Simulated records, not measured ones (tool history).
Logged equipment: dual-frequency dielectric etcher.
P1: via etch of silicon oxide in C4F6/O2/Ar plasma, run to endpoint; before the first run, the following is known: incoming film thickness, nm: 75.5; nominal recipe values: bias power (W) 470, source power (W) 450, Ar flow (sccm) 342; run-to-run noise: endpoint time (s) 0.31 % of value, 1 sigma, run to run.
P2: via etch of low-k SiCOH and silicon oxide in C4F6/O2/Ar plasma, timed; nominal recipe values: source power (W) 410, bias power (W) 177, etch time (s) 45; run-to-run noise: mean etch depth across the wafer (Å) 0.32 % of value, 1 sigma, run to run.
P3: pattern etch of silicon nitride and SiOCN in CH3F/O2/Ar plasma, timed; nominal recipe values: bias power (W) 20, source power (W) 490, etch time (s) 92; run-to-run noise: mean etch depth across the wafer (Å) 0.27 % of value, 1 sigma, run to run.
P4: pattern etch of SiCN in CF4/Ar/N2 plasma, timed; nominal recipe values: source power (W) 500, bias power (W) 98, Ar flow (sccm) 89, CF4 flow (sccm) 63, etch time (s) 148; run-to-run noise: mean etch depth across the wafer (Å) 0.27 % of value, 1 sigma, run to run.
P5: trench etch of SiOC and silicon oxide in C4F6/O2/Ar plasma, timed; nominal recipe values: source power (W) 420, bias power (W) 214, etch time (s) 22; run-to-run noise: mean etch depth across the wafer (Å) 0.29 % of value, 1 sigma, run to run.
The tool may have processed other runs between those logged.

run	hour	process that ran	bias power (W)	source power (W)	Ar flow (sccm)	etch time (s)	CF4 flow (sccm)	endpoint time (s)	mean etch depth across the wafer (Å)
1	12.6	P1	470	450	342			15.996	
2	22.5	P1	356	450	255			17.17	
3	36.6	P2	177	410		45			1200.9
# hour 39.1: wet clean of the chamber
4	43.8	P1	470	550	342			14.862	
5	54.4	P2	177	260		45			1014.6
6	70.5	P3	24	490		92			142.85
7	80.5	P5	214	290		22			397.77
8	88.5	P1	623	450	342			14.351	
9	96.9	P2	177	410		55.5			1475
10	109.2	P1	470	450	235			15.374	
11	122.2	P1	470	450	342			16.048	
12	130.4	P1	470	350	342			17.414	
# hour 136: Ar flow controller replaced
13	144.3	P3	20	380		92			120.8
14	154.1	P2	177	410		45			1195.3
15	162.6	P1	470	450	342			16.016	
16	173.5	P4	98	500	89	148	77		1648.4
17	184.2	P3	20	490		92			131.61
18	198.2	P3	20	490		72			103.12
19	206.8	P1	470	450	481			16.621	
20	220.6	P4	98	500	89	148	63		1607.1
21	228.7	P1	363	300	342			20.522	
22	243.9	P3	20	490		92			132.29
23	252.5	P1	470	450	342			15.991	
24	263.7	P4	58	500	89	148	63		1346.1
25	275.3	P1	470	450	342			15.893	
26	283.2	P5	214	420		28			582.29
27	298.7	P5	214	420		22			459.44
28	312.5	P4	98	500	106	148	63		1575.9
29	327.6	P4	98	690	89	148	63		2125.2
30	337.4	P5	214	420		22			459.57
31	344.5	P1	369	450	342			17.425	
32	356.8	P4	98	500	89	85	63		923.9
33	370.7	P2	122	410		45			1075.8
34	378.9	P5	151	420		22			409.83
35	388.2	P1	470	450	342			15.975	
36	396.7	P1	470	450	342			16.073	
37	410.5	P1	470	450	342			16.202	
38	417.5	P1	470	450	342			16.155	
39	427.6	P1	470	450	342			16.13	
40	435.4	P1	470	450	342			16.196	
# hour 440.9: wet clean of the chamber
41	447.1	P1	470	450	342			16.125	
42	459.5	P1	470	450	342			16.247	
# hour 466.9: Ar flow controller replaced
43	474.7	P1	470	450	342			16.291	
44	482.4	P1	470	450	342			16.261	
45	492.4	P1	470	450	342			16.224	
46	499.9	P1	470	450	342			16.225	

What P1 gives has crept off from where it sat before. The 2 causes that follow fit the log equally well, each at the size noted:
A: source power that arrives under what is set, % = 4.08
B: bias power that arrives under what is set, % = 4.11
The gradual shift began around hour 388.2.
Every other cause this tool's parts could produce, and why it does not fit the log:
chamber walls in a state that lowers the etch rate, %: serviced after onset, at hour 440.9, with no recovery of the prior output
Ar flow that arrives over what is set, %: serviced after onset, at hour 466.9, with no recovery of the prior output

The check runs listed below each take one wafer, and their results are still question marks. Under which run would the listed causes lead to clearly different results?
check 1	507.4	P4	98	500	89	148	63		?
check 2	507.4	P3	20	490		92			?
check 3	507.4	P5	214	420		22			?
check 4	507.4	P2	177	410		45			?

What each check would give under each cause:
check	result	if A	if B
check 1	mean etch depth across the wafer (Å)	1551.7	1584.7
check 2	mean etch depth across the wafer (Å)	130.06	129.64
check 3	mean etch depth across the wafer (Å)	450.89	451.97
check 4	mean etch depth across the wafer (Å)	1182.3	1186
Gap, in per cent, between the two causes that each check separates least, read from the result that separates them most: check 1 2.11 %; check 2 0.32 %; check 3 0.24 %; check 4 0.31 %
The causes can be told apart only by check 1. The other checks would give nearly the same results under each of them.

Here is what check 1 returned: mean etch depth across the wafer (Å) 1547.4. Which cause is it?

A is the cause: source power that arrives under what is set, %.
